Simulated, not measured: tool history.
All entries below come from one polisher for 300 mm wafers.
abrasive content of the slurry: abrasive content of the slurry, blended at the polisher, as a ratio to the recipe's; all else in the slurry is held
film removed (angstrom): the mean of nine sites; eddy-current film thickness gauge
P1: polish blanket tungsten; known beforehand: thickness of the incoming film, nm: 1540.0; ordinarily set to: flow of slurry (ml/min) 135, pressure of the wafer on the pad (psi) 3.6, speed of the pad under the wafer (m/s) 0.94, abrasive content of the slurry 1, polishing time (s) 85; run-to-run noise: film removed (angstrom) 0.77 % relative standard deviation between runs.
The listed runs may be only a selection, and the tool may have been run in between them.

run,hour,flow of slurry (ml/min),pressure of the wafer on the pad (psi),speed of the pad under the wafer (m/s),abrasive content of the slurry,polishing time (s),film removed (angstrom)
1,9.7,135,3.6,0.94,1,85,3109.7
2,27.5,135,3.6,0.94,1,85,3131.1
3,40.4,135,3.6,0.52,1,85,1709
4,57.5,135,3.6,0.94,1,85,3081.2
5,69.3,135,3.6,0.94,1.4,85,3355.3
6,84.5,135,3.6,0.94,0.5,85,2626.5
7,93.9,135,1.6,0.94,1,85,1380.9
# hour 105.7: slurry tank refilled with fresh slurry and peroxide
8,109.8,135,3.6,0.94,1,85,3114.1
9,122.1,200,3.6,0.94,1,85,3294
10,139.8,80,3.6,0.94,1,85,2719.5
11,156.2,135,3.6,0.94,1,41,1509.9
12,171,135,3.6,1.4,1,85,4563.4
13,179.5,135,3.6,0.94,1,130,4750.9
14,192.8,190,3.6,0.94,0.7,85,2982.2
15,201.4,135,5.1,0.94,1,85,4315.2
16,218.8,135,3.6,0.94,1,85,3080
17,230.3,135,1.8,0.94,1.25,85,1630
18,245.6,135,3.6,0.94,1,85,3106.1
19,262.9,135,3.6,0.94,1,85,2969.6
20,271.7,135,3.6,0.94,1,85,2807.6
21,279.7,135,3.6,0.94,1,85,2825.5
22,289.7,135,3.6,0.94,1,85,2785.5
# hour 304.5: worn pad replaced by a new one
23,305,135,3.6,0.94,1,85,2769.5
# hour 309.1: slurry blender recalibrated
24,316.4,135,3.6,0.94,1,85,2765.4
# hour 318: slurry tank refilled with fresh slurry and peroxide
25,326.9,135,3.6,0.94,1,85,2726.4
26,342.5,135,3.6,0.94,1,85,2707.4
27,353.2,135,3.6,0.94,1,85,2710.6

P1 has crept away from where it was. The log is fitted equally well by each of these 2 causes, at the sizes shown:
A: head's pressure below its setpoint, % = 11.3
B: slurry flow missing at the pad, % = 39.3
The process output started creeping at around hour 245.6.
Ruled out, with reasons:
removal rate lost through wear of the pad, %: serviced at hour 304.5, after the drift had started, without restoring the earlier output
abrasive missing from the slurry, %: serviced at hour 309.1, after the drift had started, without restoring the earlier output
peroxide lost from the slurry, %: serviced at hour 318, after the drift had started, without restoring the earlier output

You are offered 4 check runs, listed below with question marks in place of their results; each one averages 2 wafers. Which run separates the listed causes by giving clearly different results for each?
check 1,363.9,135,3.6,1.38,0.65,85,?
check 2,363.9,135,3.6,0.94,1.35,129,?
check 3,363.9,90,3.6,0.94,1,44,?
check 4,363.9,135,1.6,0.94,1.35,85,?

What every check run would give for each of its results, assuming each possible cause in turn:
check,result,if A,if B
check 1,film removed (angstrom),3627.2,3626.1
check 2,film removed (angstrom),4452.1,4450.8
check 3,film removed (angstrom),1287,1224.1
check 4,film removed (angstrom),1303.8,1303.4
Separation of the two closest causes in each check, using whichever result separates them best: check 1 0.03 %; check 2 0.03 %; check 3 5.01 %; check 4 0.03 %
Only in check 3 would the causes give clearly different results; in the remaining checks their results would be nearly the same.

The results of check 3 are: film removed (angstrom) 1282.2. Based on these, which of the listed causes is it?

A is the cause: head's pressure below its setpoint, %.
